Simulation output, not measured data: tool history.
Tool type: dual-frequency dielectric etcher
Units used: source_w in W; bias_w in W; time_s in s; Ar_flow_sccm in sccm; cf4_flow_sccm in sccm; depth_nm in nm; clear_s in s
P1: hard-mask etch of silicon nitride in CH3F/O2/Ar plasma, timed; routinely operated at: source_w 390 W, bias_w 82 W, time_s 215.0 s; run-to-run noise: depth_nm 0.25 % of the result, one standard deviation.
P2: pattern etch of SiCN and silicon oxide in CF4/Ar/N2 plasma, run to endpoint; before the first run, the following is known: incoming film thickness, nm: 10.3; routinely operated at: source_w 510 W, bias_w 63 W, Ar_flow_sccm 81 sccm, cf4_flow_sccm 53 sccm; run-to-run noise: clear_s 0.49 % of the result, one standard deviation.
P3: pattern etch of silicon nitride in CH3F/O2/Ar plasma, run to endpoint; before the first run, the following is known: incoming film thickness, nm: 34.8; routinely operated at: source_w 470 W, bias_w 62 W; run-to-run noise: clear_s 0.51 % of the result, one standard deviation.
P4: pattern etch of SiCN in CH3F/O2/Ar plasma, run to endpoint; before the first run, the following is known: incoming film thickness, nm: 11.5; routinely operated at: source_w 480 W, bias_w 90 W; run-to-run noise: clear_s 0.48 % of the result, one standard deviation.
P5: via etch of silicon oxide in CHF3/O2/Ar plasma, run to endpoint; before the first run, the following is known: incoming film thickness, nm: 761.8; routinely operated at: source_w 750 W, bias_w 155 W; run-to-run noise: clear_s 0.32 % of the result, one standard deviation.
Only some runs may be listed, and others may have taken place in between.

Run 1, hour 10.5: process P1, source_w 390 W, bias_w 82 W, time_s 215.0 s. Result: depth_nm 160.77 nm.
Run 2, hour 22.9: process P1, source_w 390 W, bias_w 82 W, time_s 215.0 s. Result: depth_nm 161.13 nm.
Run 3, hour 35.1: process P1, source_w 390 W, bias_w 110 W, time_s 215.0 s. Result: depth_nm 178.97 nm.
Run 4, hour 44.1: process P4, source_w 480 W, bias_w 54 W. Result: clear_s 31.657 s.
Run 5, hour 55.3: process P4, source_w 670 W, bias_w 90 W. Result: clear_s 23.559 s.
Run 6, hour 62.9: process P1, source_w 390 W, bias_w 53 W, time_s 215.0 s. Result: depth_nm 138.52 nm.
Run 7, hour 71.0: process P5, source_w 750 W, bias_w 155 W. Result: clear_s 368.980 s.
Run 8, hour 78.8: process P3, source_w 620 W, bias_w 62 W. Result: clear_s 44.571 s.
Run 9, hour 85.1: process P1, source_w 390 W, bias_w 82 W, time_s 215.0 s. Result: depth_nm 160.65 nm.
Run 10, hour 96.6: process P1, source_w 390 W, bias_w 82 W, time_s 215.0 s. Result: depth_nm 160.29 nm.
Run 11, hour 104.0: process P1, source_w 240 W, bias_w 82 W, time_s 215.0 s. Result: depth_nm 133.58 nm.
Run 12, hour 113.9: process P2, source_w 510 W, bias_w 63 W, Ar_flow_sccm 55 sccm, cf4_flow_sccm 53 sccm. Result: clear_s 10.310 s.
Run 13, hour 123.2: process P2, source_w 510 W, bias_w 63 W, Ar_flow_sccm 81 sccm, cf4_flow_sccm 53 sccm. Result: clear_s 10.903 s.
Run 14, hour 133.6: process P4, source_w 480 W, bias_w 90 W. Result: clear_s 26.468 s.
Run 15, hour 142.4: process P1, source_w 390 W, bias_w 82 W, time_s 215.0 s. Result: depth_nm 160.67 nm.
Run 16, hour 152.2: process P1, source_w 480 W, bias_w 113 W, time_s 215.0 s. Result: depth_nm 194.90 nm.
Run 17, hour 161.0: process P5, source_w 750 W, bias_w 96 W. Result: clear_s 428.570 s.
Run 18, hour 168.3: process P4, source_w 480 W, bias_w 90 W. Result: clear_s 26.496 s.
Run 19, hour 176.2: process P5, source_w 490 W, bias_w 155 W. Result: clear_s 433.980 s.
Run 20, hour 186.8: process P3, source_w 470 W, bias_w 62 W. Result: clear_s 48.957 s.
Run 21, hour 197.2: process P1, source_w 310 W, bias_w 63 W, time_s 215.0 s. Result: depth_nm 134.68 nm.
Run 22, hour 206.2: process P2, source_w 400 W, bias_w 63 W, Ar_flow_sccm 81 sccm, cf4_flow_sccm 53 sccm. Result: clear_s 13.514 s.
Run 23, hour 216.8: process P1, source_w 500 W, bias_w 82 W, time_s 215.0 s. Result: depth_nm 177.27 nm.
Run 24, hour 228.9: process P3, source_w 470 W, bias_w 62 W. Result: clear_s 49.053 s.
Run 25, hour 237.4: process P2, source_w 510 W, bias_w 76 W, Ar_flow_sccm 81 sccm, cf4_flow_sccm 53 sccm. Result: clear_s 10.200 s.
Run 26, hour 245.8: process P1, source_w 390 W, bias_w 82 W, time_s 292.0 s. Result: depth_nm 217.13 nm.
Run 27, hour 252.2: process P5, source_w 750 W, bias_w 155 W. Result: clear_s 368.480 s.
Run 28, hour 260.8: process P1, source_w 280 W, bias_w 82 W, time_s 313.5 s. Result: depth_nm 207.28 nm.
Run 29, hour 270.6: process P2, source_w 510 W, bias_w 63 W, Ar_flow_sccm 81 sccm, cf4_flow_sccm 69 sccm. Result: clear_s 10.444 s.
Run 30, hour 280.9: process P1, source_w 390 W, bias_w 82 W, time_s 215.0 s. Result: depth_nm 161.05 nm.
Run 31, hour 288.3: process P2, source_w 510 W, bias_w 63 W, Ar_flow_sccm 81 sccm, cf4_flow_sccm 53 sccm. Result: clear_s 10.985 s.
Run 32, hour 300.6: process P1, source_w 390 W, bias_w 82 W, time_s 158.0 s. Result: depth_nm 117.98 nm.
Run 33, hour 307.2: process P3, source_w 470 W, bias_w 83 W. Result: clear_s 44.255 s.
Run 34, hour 316.0: process P1, source_w 390 W, bias_w 82 W, time_s 215.0 s. Result: depth_nm 160.62 nm.
Run 35, hour 325.8: process P1, source_w 390 W, bias_w 82 W, time_s 215.0 s. Result: depth_nm 158.91 nm.
Run 36, hour 334.5: process P1, source_w 390 W, bias_w 82 W, time_s 215.0 s. Result: depth_nm 159.03 nm.
Run 37, hour 343.9: process P1, source_w 390 W, bias_w 82 W, time_s 215.0 s. Result: depth_nm 159.43 nm.

Forecast run 38:
At hour 350.9: wet clean of the chamber.
Run 38, hour 355.1: process P1, source_w 390 W, bias_w 82 W, time_s 215.0 s. Result: depth_nm ?.

{"run 38": {"depth_nm": 158.57}}
